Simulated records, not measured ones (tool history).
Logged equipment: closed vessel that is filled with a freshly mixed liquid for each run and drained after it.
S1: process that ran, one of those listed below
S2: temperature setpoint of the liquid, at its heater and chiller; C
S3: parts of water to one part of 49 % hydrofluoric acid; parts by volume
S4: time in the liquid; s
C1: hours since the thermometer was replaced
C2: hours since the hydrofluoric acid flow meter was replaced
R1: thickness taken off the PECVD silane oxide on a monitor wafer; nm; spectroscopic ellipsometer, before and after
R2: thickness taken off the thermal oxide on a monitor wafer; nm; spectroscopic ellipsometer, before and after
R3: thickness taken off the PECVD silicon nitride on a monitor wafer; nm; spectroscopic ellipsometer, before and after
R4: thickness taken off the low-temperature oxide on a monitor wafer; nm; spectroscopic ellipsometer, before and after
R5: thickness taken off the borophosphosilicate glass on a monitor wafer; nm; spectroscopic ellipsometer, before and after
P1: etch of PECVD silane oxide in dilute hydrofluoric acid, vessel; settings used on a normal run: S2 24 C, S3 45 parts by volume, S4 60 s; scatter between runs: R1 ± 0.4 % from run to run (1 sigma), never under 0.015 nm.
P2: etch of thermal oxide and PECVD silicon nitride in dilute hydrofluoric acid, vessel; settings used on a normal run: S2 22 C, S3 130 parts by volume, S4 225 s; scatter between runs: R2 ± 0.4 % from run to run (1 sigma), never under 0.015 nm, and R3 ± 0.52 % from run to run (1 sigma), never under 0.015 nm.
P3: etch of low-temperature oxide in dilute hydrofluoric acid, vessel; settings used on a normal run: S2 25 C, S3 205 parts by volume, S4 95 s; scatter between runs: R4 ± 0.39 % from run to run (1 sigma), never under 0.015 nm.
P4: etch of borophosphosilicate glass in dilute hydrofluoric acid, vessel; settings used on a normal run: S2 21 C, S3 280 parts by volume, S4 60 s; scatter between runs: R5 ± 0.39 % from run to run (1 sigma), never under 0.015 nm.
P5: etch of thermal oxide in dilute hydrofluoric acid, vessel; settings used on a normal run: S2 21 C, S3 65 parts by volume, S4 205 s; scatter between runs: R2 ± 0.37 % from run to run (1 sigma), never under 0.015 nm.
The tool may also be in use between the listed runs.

run	hour	S1	S2	S3	S4	C1	C2	R1	R2	R3	R4	R5
1	3.6	P1	24	45	60	1497	931.3	44.474				
2	8.7	P1	24	45	60	1502.1	936.4	44.449				
3	14.9	P2	27	130	225	1508.3	942.6		8.8687	5.9085		
# hour 17.9: thermometer replaced
4	18.5	P1	24	45	60	0.6	946.2	44.289				
5	21.5	P1	19	45	60	3.6	949.2	35.833				
6	25.8	P2	22	130	225	7.9	953.5		7.3425	4.2591		
7	29.9	P5	21	20	205	12	957.6		46.45			
8	35	P3	25	205	95	17.1	962.7				5.7331	
9	38.2	P3	32.5	205	95	20.3	965.9				7.4163	
10	44.2	P1	24	45	60	26.3	971.9	44.527				
11	50.1	P2	22	30	225	32.2	977.8		35.592	17.79		
12	53.2	P3	25	45	95	35.3	980.9				31.454	
13	59.4	P2	22	130	225	41.5	987.1		7.2898	4.2485		
14	62.4	P3	25	205	55	44.5	990.1				3.2738	
15	65.7	P1	24	45	90	47.8	993.4	66.66				
16	72	P4	21	280	100	54.1	999.7					22.971
17	76.1	P4	28.5	280	60	58.2	1003.8					18.035
18	81.1	P1	32	75	60	63.2	1008.8	34.961				
19	86.3	P1	30	45	60	68.4	1014	56.269				
20	91.8	P4	21	280	60	73.9	1019.5					13.725
21	98	P5	17	65	205	80.1	1025.7		11.375			
22	102.4	P1	24	20	60	84.5	1030.1	102.9				
23	108.2	P5	21	65	205	90.3	1035.9		13.523			
24	113.7	P1	24	45	60	95.8	1041.4	44.477				
25	118.4	P1	31	70	60	100.5	1046.1	36.345				
26	121.4	P5	21	65	205	103.5	1049.1		13.542			
27	125	P5	21	65	85	107.1	1052.7		5.5539			
28	130.8	P4	21	50	60	112.9	1058.5					98.318
29	134.3	P2	22	130	50	116.4	1062		1.6452	0.96202		
30	138.9	P1	24	60	105	121	1066.6	57.133				
31	144.8	P1	24	60	60	126.9	1072.5	32.638				
32	151	P1	24	45	30	133.1	1078.7	22.228				
33	156.3	P1	24	45	60	138.4	1084	44.889				
34	159.4	P1	24	45	60	141.5	1087.1	43.787				
35	165	P1	24	45	60	147.1	1092.7	42.905				
36	170.1	P1	24	45	60	152.2	1097.8	42.41				
37	174.4	P1	24	45	60	156.5	1102.1	41.935				
38	179	P1	24	45	60	161.1	1106.7	42.083				
39	183.4	P1	24	45	60	165.5	1111.1	41.89				
40	187	P1	24	45	60	169.1	1114.7	42.142				
41	192	P1	24	45	60	174.1	1119.7	42.021				
42	195.9	P1	24	45	60	178	1123.6	42.019				

What P1 gives has crept off from where it sat before. The 2 causes that follow fit the log equally well, each at the size noted:
A: hydrofluoric acid flow below the setpoint (%) = 5.49
B: liquid colder than its thermometer reads (K) = 1.45
The onset of the drift is placed at about hour 156.3.

Of the 4 check runs below, each run on 2 wafers with the results averaged and each result still a question mark, which one would tell the listed causes apart?
check 1	199.8	P3	25	60	95						?	
check 2	199.8	P5	21	20	205				?			
check 3	199.8	P2	22	130	140				?	?		
check 4	199.8	P4	25	95	60							?

How each check would come out, cause by cause:
check	result	if A	if B
check 1	R4	21.783	21.83
check 2	R2	43.666	43.445
check 3	R2	4.2641	4.2947
check 3	R3	2.5012	2.4004
check 4	R5	54.174	54.497
Minimum pairwise separation of causes per check, each pair taken at its best-separating result: check 1 0.21 %; check 2 0.51 %; check 3 4.11 %; check 4 0.59 %
The causes can be told apart only by check 3. The other checks would give nearly the same results under each of them.

Check 3 has now been run. It gave: R2 4.2653 nm; R3 2.4998 nm. Which of the candidate causes is it?

It is A: hydrofluoric acid flow below the setpoint (%).

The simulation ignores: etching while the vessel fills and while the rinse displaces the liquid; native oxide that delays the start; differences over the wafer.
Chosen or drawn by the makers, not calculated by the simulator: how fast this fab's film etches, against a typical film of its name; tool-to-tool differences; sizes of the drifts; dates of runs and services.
